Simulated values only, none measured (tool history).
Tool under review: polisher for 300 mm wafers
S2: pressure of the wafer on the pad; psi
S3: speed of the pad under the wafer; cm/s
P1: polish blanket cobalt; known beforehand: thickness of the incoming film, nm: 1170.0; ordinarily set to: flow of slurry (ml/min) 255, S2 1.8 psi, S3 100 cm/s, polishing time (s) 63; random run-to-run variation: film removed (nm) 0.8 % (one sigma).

Run 1, hour 11.2: flow of slurry (ml/min) 255, S2 1.8 psi, S3 100 cm/s, polishing time (s) 63. Result: film removed (nm) 326.59.
Run 2, hour 21.9: flow of slurry (ml/min) 255, S2 1.8 psi, S3 100 cm/s, polishing time (s) 63. Result: film removed (nm) 330.96.
Run 3, hour 33.6: flow of slurry (ml/min) 375, S2 1.8 psi, S3 100 cm/s, polishing time (s) 63. Result: film removed (nm) 338.59.
Run 4, hour 43.1: flow of slurry (ml/min) 255, S2 1.8 psi, S3 48 cm/s, polishing time (s) 63. Result: film removed (nm) 158.6.
Run 5, hour 54.4: flow of slurry (ml/min) 155, S2 1.8 psi, S3 100 cm/s, polishing time (s) 31. Result: film removed (nm) 150.89.
At hour 58.9: head pressure recalibrated.
Run 6, hour 61.4: flow of slurry (ml/min) 255, S2 1.8 psi, S3 100 cm/s, polishing time (s) 63. Result: film removed (nm) 328.91.
Run 7, hour 68.8: flow of slurry (ml/min) 255, S2 1.8 psi, S3 100 cm/s, polishing time (s) 63. Result: film removed (nm) 329.54.
Run 8, hour 77.3: flow of slurry (ml/min) 255, S2 1.8 psi, S3 132 cm/s, polishing time (s) 63. Result: film removed (nm) 439.77.
Run 9, hour 88.3: flow of slurry (ml/min) 255, S2 1 psi, S3 100 cm/s, polishing time (s) 63. Result: film removed (nm) 185.05.
Run 10, hour 98.7: flow of slurry (ml/min) 255, S2 1.8 psi, S3 100 cm/s, polishing time (s) 31. Result: film removed (nm) 163.22.
Run 11, hour 109.9: flow of slurry (ml/min) 255, S2 1.8 psi, S3 100 cm/s, polishing time (s) 63. Result: film removed (nm) 330.45.
Run 12, hour 121.6: flow of slurry (ml/min) 155, S2 1.8 psi, S3 100 cm/s, polishing time (s) 63. Result: film removed (nm) 307.72.
Run 13, hour 132.3: flow of slurry (ml/min) 255, S2 2.7 psi, S3 100 cm/s, polishing time (s) 63. Result: film removed (nm) 495.76.
Run 14, hour 140.2: flow of slurry (ml/min) 255, S2 1.8 psi, S3 126 cm/s, polishing time (s) 37. Result: film removed (nm) 245.82.
Run 15, hour 145.4: flow of slurry (ml/min) 255, S2 1.8 psi, S3 100 cm/s, polishing time (s) 63. Result: film removed (nm) 332.68.
Run 16, hour 155.6: flow of slurry (ml/min) 255, S2 1.8 psi, S3 100 cm/s, polishing time (s) 99. Result: film removed (nm) 517.97.

Run 17 is up next; what results do you expect?
Run 17, hour 163.6: flow of slurry (ml/min) 255, S2 1.8 psi, S3 100 cm/s, polishing time (s) 63. Result: film removed (nm) ?.

{"run 17": {"film removed (nm)": 329.3}}

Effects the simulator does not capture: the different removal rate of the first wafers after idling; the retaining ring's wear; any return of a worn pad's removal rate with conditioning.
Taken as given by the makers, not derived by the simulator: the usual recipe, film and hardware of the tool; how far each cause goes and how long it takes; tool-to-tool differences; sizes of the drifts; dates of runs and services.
